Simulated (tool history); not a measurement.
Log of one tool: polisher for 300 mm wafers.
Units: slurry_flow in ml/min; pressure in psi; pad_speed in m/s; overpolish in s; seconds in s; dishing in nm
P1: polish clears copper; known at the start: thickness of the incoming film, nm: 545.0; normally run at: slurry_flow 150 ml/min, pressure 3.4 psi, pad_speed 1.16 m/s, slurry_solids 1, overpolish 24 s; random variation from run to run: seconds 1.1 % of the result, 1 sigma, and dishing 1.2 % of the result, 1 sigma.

run,hour,slurry_flow,pressure,pad_speed,slurry_solids,overpolish,wafers polished on this pad,hours since the slurry nozzle was cleaned,hours since the head pressure was calibrated,hours since the slurry blender was calibrated,seconds,dishing
1,7.4,150,3.4,1.16,1,24,709,243.7,190.3,149.3,120.71,59.486
2,22.8,150,3.4,1.16,1,24,847,259.1,205.7,164.7,121.22,60.099
3,38.1,100,1.5,1.16,1,24,985,274.4,221,180,305.06,29.217
4,50.9,150,3.4,1.16,1,24,1099,287.2,233.8,192.8,121.3,60.289
5,66.7,225,3.4,1.16,1,24,1241,303,249.6,208.6,113.9,61.517
6,80,90,3.4,1.16,1,24,1360,316.3,262.9,221.9,135.63,55.058
7,93.5,150,3.4,1.16,0.75,24,1481,329.8,276.4,235.4,129.53,57.44
# hour 94.7: slurry blender recalibrated
8,106.6,150,3.4,1.16,1,7,1599,342.9,289.5,11.9,120.73,22.805
9,120.8,150,3.4,1.6,1,24,1726,357.1,303.7,26.1,87.947,72.44
10,133.3,150,3.4,1.16,1,24,1838,369.6,316.2,38.6,120.32,59.968
11,147,150,2.5,1.16,1,24,1961,383.3,329.9,52.3,168,47.15
12,156,150,3.4,0.52,1,24,2042,392.3,338.9,61.3,272.43,32.52
13,164.8,150,3.4,1.16,1,24,2120,401.1,347.7,70.1,123.36,59.127
14,177.1,150,3.4,1.16,1,24,2231,413.4,360,82.4,119.64,60.237
# hour 186.8: head pressure recalibrated
15,193,150,5.2,1.16,1,24,2373,429.3,6.3,98.3,78.64,84.026
16,205.6,150,3.4,1.16,1.45,24,2486,441.9,18.9,110.9,112.82,63.064
17,217.5,150,3.4,1.16,1,42,2593,453.8,30.8,122.8,121.41,81.458
18,230.2,150,3.4,1.16,1,24,2707,466.5,43.5,135.5,120.28,59.435

Forecast run 19:
19,238,150,3.4,1.16,1,24,2777,474.3,51.3,143.3,?,?

Run 19 gave seconds 122.82 s, dishing 59.764 nm.
